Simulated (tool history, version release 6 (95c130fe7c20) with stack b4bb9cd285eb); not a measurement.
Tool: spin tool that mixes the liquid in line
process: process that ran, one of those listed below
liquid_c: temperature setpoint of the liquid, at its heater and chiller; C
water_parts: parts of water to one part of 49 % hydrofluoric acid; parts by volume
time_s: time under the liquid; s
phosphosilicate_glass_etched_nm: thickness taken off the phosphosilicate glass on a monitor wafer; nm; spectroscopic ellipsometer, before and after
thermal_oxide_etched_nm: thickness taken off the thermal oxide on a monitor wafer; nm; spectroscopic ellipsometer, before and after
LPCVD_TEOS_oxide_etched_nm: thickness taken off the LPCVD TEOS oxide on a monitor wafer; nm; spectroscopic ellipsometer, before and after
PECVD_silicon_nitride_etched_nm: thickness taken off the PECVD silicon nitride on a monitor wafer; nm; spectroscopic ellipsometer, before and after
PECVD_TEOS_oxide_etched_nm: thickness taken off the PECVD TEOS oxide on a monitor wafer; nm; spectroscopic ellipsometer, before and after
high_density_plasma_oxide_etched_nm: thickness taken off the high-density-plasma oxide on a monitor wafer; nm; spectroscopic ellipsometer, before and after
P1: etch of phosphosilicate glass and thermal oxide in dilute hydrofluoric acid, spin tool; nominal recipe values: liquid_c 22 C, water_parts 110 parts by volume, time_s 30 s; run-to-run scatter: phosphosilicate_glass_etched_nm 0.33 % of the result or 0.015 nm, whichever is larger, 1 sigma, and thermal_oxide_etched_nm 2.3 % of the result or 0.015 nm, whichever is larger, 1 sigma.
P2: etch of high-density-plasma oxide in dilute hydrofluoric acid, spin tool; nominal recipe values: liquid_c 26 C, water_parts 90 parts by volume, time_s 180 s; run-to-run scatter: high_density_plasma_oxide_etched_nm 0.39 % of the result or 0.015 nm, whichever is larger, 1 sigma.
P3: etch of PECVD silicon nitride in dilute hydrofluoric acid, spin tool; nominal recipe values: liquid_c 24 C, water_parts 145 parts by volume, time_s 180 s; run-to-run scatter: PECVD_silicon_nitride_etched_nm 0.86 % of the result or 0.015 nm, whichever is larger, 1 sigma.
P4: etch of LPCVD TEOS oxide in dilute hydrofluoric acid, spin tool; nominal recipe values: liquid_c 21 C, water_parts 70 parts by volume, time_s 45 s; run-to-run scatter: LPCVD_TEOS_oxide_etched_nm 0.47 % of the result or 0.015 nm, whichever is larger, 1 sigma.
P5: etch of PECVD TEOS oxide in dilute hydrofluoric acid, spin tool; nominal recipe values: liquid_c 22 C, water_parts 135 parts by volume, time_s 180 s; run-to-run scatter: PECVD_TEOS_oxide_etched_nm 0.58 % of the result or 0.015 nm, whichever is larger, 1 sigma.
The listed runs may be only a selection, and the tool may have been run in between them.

run    day  process  liquid_c  water_parts  time_s  phosphosilicate_glass_etched_nm  thermal_oxide_etched_nm  LPCVD_TEOS_oxide_etched_nm  PECVD_silicon_nitride_etched_nm  PECVD_TEOS_oxide_etched_nm  high_density_plasma_oxide_etched_nm
  1  0.329       P1        22          110      30                           26.477                    1.233
  2  0.796       P4        21          125      45                                                                                 8.749
  3  1.088       P1        22          110      30                           26.645                   1.1649
  4  1.354       P4        21           70      45                                                                                16.795
  5  1.754       P3        17          145     180                                                                                                                 1.7039
  6  2.142       P1        22           25      30                           129.82                   5.6386
  7  2.679       P5        26          135     180                                                                                                                                              28.64
  8  3.208       P1        22          110      30                           26.626                   1.1803
  9   3.75       P1        22          110      30                           26.617                   1.1678
 10  4.075       P1        22          110      45                           40.053                   1.7644
 11  4.642       P2        26           90     180                                                                                                                                                                                  19.426
 12  5.029       P5        22          135     180                                                                                                                                             24.488
     5.346  -- thermometer replaced
 13  5.542       P5        22          135     285                                                                                                                                             38.638
 14  5.954       P3        24          145     180                                                                                                                 2.6801
 15  6.333       P1        22          110      30                           26.681                   1.1761
 16  6.642       P2        30           90     180                                                                                                                                                                                  22.481
 17  7.083       P1        29          110      15                           17.427                  0.77457
 18  7.608       P1        17          110      30                           21.693                  0.94923
 19   8.05       P2        26          125     180                                                                                                                                                                                  13.338
 20  8.321       P5        22           50     180                                                                                                                                             74.399
 21  8.804       P4        21           70      20                                                                                7.4631
 22  9.329       P1        22          110      15                           13.336                  0.58588

Run 23 has not been measured yet. What should we expect?
 23  9.867       P1      29.5          110      30                                ?                        ?

Run 23 produced phosphosilicate_glass_etched_nm 35.713 nm, thermal_oxide_etched_nm 1.5118 nm.

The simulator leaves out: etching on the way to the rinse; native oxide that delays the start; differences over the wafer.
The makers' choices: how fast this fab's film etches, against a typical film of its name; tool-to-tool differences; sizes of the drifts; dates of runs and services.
